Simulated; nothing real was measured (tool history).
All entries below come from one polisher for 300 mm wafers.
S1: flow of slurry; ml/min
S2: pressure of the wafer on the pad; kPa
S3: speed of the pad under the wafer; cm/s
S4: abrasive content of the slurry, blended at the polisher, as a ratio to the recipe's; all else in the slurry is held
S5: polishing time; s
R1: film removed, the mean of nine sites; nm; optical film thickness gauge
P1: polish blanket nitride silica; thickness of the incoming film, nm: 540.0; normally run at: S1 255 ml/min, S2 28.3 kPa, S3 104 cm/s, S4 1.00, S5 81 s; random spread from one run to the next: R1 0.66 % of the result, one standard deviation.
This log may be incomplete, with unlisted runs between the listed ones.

run    day   S1    S2   S3    S4   S5      R1
  1  0.162  255  28.3  104  1.00   81  51.823
     0.267  -- slurry nozzle cleaned
  2  0.329  255  28.3  104  1.00   81  51.916
  3  0.442  185  28.3  104  1.00   81  49.569
  4  0.517  255  28.3  104  0.50   81  35.574
  5  0.625  255  28.3  104  0.65  118  61.016
  6  0.767  255  28.3  104  1.00   38  24.217
  7  0.912  255  28.3  104  1.00   81  51.736
  8  1.012  255  28.3  104  1.00   81  52.328
  9  1.092  255  28.3  152  1.00   81  70.659
 10  1.254  255  42.7  104  1.00   81  77.889
 11  1.429  255  28.3  104  1.00  126  81.037
 12  1.546  255  28.3   74  1.00   81  39.201
     1.646  -- head pressure recalibrated
 13  1.708  365  28.3  104  1.00   81  54.360
 14  1.850  255  12.4  104  1.00   81  22.637
 15  1.938  255  28.3  104  1.50   81  61.043
 16  2.079  255  28.3  104  1.00   81  51.863
 17  2.258  255  28.3  104  1.00   81  48.985
 18  2.375  255  28.3  104  1.00   81  47.878
 19  2.525  255  28.3  104  1.00   81  47.072
     2.592  -- head pressure recalibrated
     2.621  -- conditioning disc replaced and pad reconditioned
 20  2.658  255  28.3  104  1.00   81  46.472
 21  2.804  255  28.3  104  1.00   81  46.611

Predict the results of run 22:
     2.821  -- slurry nozzle cleaned
 22  2.896  255  28.3  104  1.00  81   ?

R1: 45.898 nm
